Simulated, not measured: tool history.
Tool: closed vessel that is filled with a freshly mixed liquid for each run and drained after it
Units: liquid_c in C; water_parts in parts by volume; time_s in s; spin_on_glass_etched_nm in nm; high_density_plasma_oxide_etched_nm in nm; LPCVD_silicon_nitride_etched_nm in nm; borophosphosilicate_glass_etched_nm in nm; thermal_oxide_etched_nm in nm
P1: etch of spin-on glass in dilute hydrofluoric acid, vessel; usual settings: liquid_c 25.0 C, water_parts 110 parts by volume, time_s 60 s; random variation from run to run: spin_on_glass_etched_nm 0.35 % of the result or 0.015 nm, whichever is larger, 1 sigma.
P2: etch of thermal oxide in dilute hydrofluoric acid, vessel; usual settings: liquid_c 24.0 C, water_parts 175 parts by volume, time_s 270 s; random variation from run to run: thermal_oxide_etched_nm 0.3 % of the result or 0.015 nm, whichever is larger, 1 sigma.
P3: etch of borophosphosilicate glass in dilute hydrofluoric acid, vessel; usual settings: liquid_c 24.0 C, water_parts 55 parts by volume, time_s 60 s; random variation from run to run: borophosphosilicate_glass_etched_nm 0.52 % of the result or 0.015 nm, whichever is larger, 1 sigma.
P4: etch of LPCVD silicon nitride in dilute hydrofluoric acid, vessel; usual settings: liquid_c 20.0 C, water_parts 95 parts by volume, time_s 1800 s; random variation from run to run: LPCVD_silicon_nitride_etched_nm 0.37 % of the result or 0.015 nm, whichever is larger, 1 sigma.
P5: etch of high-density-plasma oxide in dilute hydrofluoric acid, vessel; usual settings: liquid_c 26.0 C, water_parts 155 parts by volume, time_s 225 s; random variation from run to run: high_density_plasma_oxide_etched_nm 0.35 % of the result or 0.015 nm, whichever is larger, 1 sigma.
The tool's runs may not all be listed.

run     day  process  liquid_c  water_parts  time_s  spin_on_glass_etched_nm  high_density_plasma_oxide_etched_nm  LPCVD_silicon_nitride_etched_nm  borophosphosilicate_glass_etched_nm  thermal_oxide_etched_nm
  1   0.425       P1      25.0          110      60                  13.3030
  2   0.833       P1      25.0          170      60                   8.0942
  3   1.167       P5      26.0          155      30                                                        0.9888
  4   1.396       P4      20.0           95    1800                                                                                         7.7007
  5   1.875       P4      20.0           35    1800                                                                                        20.3820
  6   2.312       P5      26.0          155     225                                                        7.5118
  7   2.629       P1      30.0          110      60                  16.1240
  8   2.846       P1      25.0          110      60                  13.2430
  9   3.304       P3      17.0           55      60                                                                                                                              37.119
 10   3.708       P5      26.0           30     225                                                       45.5640
 11   4.021       P2      30.5          175     270                                                                                                                                                       8.5596
 12   4.412       P2      24.0           50     270                                                                                                                                                      27.4690
 13   4.758       P1      25.0          110      30                   6.6764
 14   5.183       P4      20.0           95    1800                                                                                         7.6742
 15   5.612       P1      25.0           55      30                  14.2070
 16   6.088       P4      17.0           95    1800                                                                                         6.3263
 17   6.350       P2      24.0          175     270                                                                                                                                                       6.7883
 18   6.692       P1      17.0          110      60                   9.6794
 19   6.967       P3      24.0           55      60                                                                                                                              49.855
 20   7.296       P3      24.0           95      60                                                                                                                              27.568
 21   7.788       P1      25.0          110      60                  13.3240
 22   8.238       P1      25.0          110      60                  13.2590
 23   8.558       P1      18.0          110      30                   5.0258
 24   9.029       P3      24.0           55     115                                                                                                                              95.997
 25   9.479       P1      25.0          110     115                  25.5360
 26   9.700       P1      25.0          110      60                  13.3550
 27  10.025       P4      20.0           95     610                                                                                         2.5944
 28  10.338       P2      24.0          175     135                                                                                                                                                       3.3846
 29  10.721       P1      25.0          110      60                  13.2090
 30  11.129       P5      18.5          155     225                                                        5.6157
 31  11.442       P1      25.0           55      60                  28.4390
 32  11.796       P3      24.0           55      60                                                                                                                              49.687
 33  12.217       P1      25.0          110      60                  13.2150
 34  12.667       P1      25.0          110      60                  13.2340
 35  12.950       P1      25.0          110      60                  13.7150
 36  13.408       P1      25.0          110      60                  14.0300
 37  13.742       P1      25.0          110      60                  14.0290
 38  14.012       P1      25.0          110      60                  14.0560
 39  14.454       P1      25.0          110      60                  14.1280
 40  14.821       P1      25.0          110      60                  14.1620

What P1 gives has crept away from where it was. These 2 causes fit the log equally well, each at the size given:
A: hydrofluoric acid flow above the setpoint (%) = 5.37
B: liquid hotter than its thermometer reads (K) = 1.54
The creep began at about day 12.667.

4 check runs are offered, one wafer each, their results left as question marks. Which one tells the causes apart?
check 1  15.188       P5      26.0           95      30                                                             ?
check 2  15.188       P4      17.0           65    1800                                                                                              ?
check 3  15.188       P3      17.5           55      95                                                                                                                                   ?
check 4  15.188       P2      29.0           60     270                                                                                                                                                            ?

What each check would give under each cause:
  check                               result     if A     if B
check 1  high_density_plasma_oxide_etched_nm   1.8663   1.8684
check 2      LPCVD_silicon_nitride_etched_nm   9.5165  10.0800
check 3  borophosphosilicate_glass_etched_nm   63.642   64.325
check 4              thermal_oxide_etched_nm  29.2690  29.3590
How far apart the two closest causes lie, in the result that separates them most: check 1 0.11 %; check 2 5.75 %; check 3 1.07 %; check 4 0.31 %
Only check 2 tells the causes apart: in the others they would give nearly the same result.

Check 2 was then run and gave: LPCVD_silicon_nitride_etched_nm 9.9806 nm. Which cause is it?

It is B: liquid hotter than its thermometer reads (K).

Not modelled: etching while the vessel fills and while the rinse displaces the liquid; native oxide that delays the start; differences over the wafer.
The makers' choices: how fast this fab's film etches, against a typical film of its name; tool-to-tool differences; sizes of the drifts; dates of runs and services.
